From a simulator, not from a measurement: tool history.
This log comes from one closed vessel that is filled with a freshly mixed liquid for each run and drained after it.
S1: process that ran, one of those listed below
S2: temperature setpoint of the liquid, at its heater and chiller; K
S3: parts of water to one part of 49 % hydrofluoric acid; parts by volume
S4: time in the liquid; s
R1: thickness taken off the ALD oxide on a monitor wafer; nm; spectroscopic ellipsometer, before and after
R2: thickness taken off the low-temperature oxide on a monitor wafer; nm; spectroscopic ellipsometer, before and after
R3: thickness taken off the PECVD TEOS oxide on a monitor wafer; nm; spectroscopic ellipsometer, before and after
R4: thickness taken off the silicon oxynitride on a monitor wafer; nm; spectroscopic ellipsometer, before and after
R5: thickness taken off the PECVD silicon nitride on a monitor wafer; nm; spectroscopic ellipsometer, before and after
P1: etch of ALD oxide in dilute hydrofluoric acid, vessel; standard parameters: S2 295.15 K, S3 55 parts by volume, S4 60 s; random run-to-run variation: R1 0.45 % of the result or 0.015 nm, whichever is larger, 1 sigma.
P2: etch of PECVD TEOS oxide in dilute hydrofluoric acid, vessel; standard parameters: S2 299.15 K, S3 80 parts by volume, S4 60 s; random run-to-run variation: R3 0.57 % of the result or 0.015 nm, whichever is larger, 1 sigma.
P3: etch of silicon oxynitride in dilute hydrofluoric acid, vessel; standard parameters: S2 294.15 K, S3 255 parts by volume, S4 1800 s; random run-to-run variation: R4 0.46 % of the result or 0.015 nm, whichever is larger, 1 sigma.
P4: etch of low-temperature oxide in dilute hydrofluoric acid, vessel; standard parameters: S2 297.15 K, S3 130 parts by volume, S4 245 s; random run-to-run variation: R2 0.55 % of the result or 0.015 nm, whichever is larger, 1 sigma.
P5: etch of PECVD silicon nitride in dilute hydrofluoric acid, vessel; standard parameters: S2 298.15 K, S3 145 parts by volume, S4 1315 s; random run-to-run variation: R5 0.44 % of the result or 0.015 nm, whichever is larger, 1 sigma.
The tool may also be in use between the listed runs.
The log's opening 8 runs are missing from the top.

run 9 hour=128.4 | S1=P4 S2=297.15 S3=130 S4=245 | R2=18.764
-- hour=132.3 thermometer replaced
run 10 hour=140 | S1=P1 S2=295.15 S3=90 S4=60 | R1=8.4447
run 11 hour=152.6 | S1=P1 S2=290.15 S3=25 S4=60 | R1=26.386
run 12 hour=165.8 | S1=P1 S2=295.15 S3=55 S4=60 | R1=14.291
run 13 hour=179.7 | S1=P5 S2=305.65 S3=145 S4=1315 | R5=73.145
run 14 hour=190.8 | S1=P1 S2=290.15 S3=85 S4=60 | R1=7.2053
run 15 hour=200.1 | S1=P5 S2=298.15 S3=215 S4=1315 | R5=30.795
run 16 hour=210.4 | S1=P4 S2=302.15 S3=130 S4=245 | R2=22.641
run 17 hour=225.8 | S1=P2 S2=299.15 S3=80 S4=60 | R3=14.477
run 18 hour=239.4 | S1=P5 S2=298.15 S3=145 S4=2030 | R5=70.817
run 19 hour=247.6 | S1=P1 S2=295.15 S3=55 S4=60 | R1=14.386
run 20 hour=261.2 | S1=P5 S2=298.15 S3=145 S4=1315 | R5=45.576
run 21 hour=273.1 | S1=P1 S2=295.15 S3=55 S4=35 | R1=8.4019
run 22 hour=282.9 | S1=P2 S2=299.15 S3=80 S4=60 | R3=14.447
run 23 hour=293.7 | S1=P1 S2=295.15 S3=20 S4=60 | R1=41.396
run 24 hour=308.4 | S1=P2 S2=305.15 S3=80 S4=60 | R3=18.126
run 25 hour=322.3 | S1=P3 S2=294.15 S3=415 S4=1800 | R4=9.3816
run 26 hour=339.8 | S1=P4 S2=297.15 S3=35 S4=245 | R2=78.414

Run 27 comes next. What will it give?
run 27 hour=348.6 | S1=P1 S2=291.15 S3=55 S4=60 | R1=?

R1: 12.143 nm
